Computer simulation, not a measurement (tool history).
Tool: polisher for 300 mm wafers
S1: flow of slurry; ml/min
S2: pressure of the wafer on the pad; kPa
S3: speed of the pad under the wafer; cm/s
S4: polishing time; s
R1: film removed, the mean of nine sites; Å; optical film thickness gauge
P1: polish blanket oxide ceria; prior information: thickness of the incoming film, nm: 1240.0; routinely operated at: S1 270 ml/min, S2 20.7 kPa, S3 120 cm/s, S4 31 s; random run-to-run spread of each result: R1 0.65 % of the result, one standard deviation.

Run 1, hour 9.3: S1 270 ml/min, S2 20.7 kPa, S3 120 cm/s, S4 31 s. Result: R1 1584.00 Å.
Run 2, hour 15.5: S1 270 ml/min, S2 31.7 kPa, S3 120 cm/s, S4 31 s. Result: R1 2438.60 Å.
Run 3, hour 21.9: S1 270 ml/min, S2 27.6 kPa, S3 88 cm/s, S4 31 s. Result: R1 1562.60 Å.
Run 4, hour 27.8: S1 270 ml/min, S2 20.7 kPa, S3 120 cm/s, S4 31 s. Result: R1 1578.00 Å.
Run 5, hour 32.1: S1 270 ml/min, S2 9.7 kPa, S3 120 cm/s, S4 31 s. Result: R1 741.78 Å.
Run 6, hour 38.1: S1 355 ml/min, S2 20.7 kPa, S3 120 cm/s, S4 41 s. Result: R1 2152.00 Å.
Run 7, hour 46.7: S1 270 ml/min, S2 20.7 kPa, S3 120 cm/s, S4 31 s. Result: R1 1617.00 Å.
Run 8, hour 53.0: S1 270 ml/min, S2 20.7 kPa, S3 120 cm/s, S4 31 s. Result: R1 1576.30 Å.
Run 9, hour 60.1: S1 270 ml/min, S2 20.7 kPa, S3 120 cm/s, S4 41 s. Result: R1 2095.50 Å.
Run 10, hour 67.2: S1 270 ml/min, S2 20.7 kPa, S3 120 cm/s, S4 31 s. Result: R1 1596.20 Å.
Run 11, hour 73.6: S1 160 ml/min, S2 20.7 kPa, S3 120 cm/s, S4 31 s. Result: R1 1491.00 Å.
Run 12, hour 83.2: S1 270 ml/min, S2 20.7 kPa, S3 54 cm/s, S4 31 s. Result: R1 722.05 Å.
Run 13, hour 92.5: S1 270 ml/min, S2 20.7 kPa, S3 120 cm/s, S4 19 s. Result: R1 970.82 Å.
Run 14, hour 99.2: S1 385 ml/min, S2 20.7 kPa, S3 120 cm/s, S4 31 s. Result: R1 1650.30 Å.
Run 15, hour 105.1: S1 270 ml/min, S2 9.7 kPa, S3 120 cm/s, S4 48 s. Result: R1 1149.10 Å.
Run 16, hour 113.8: S1 270 ml/min, S2 20.7 kPa, S3 120 cm/s, S4 31 s. Result: R1 1587.40 Å.

The next listed run, before its measurement:
Run 17, hour 122.0: S1 270 ml/min, S2 20.7 kPa, S3 168 cm/s, S4 31 s. Result: R1 ?.

{"run 17": {"R1": 2242.3}}
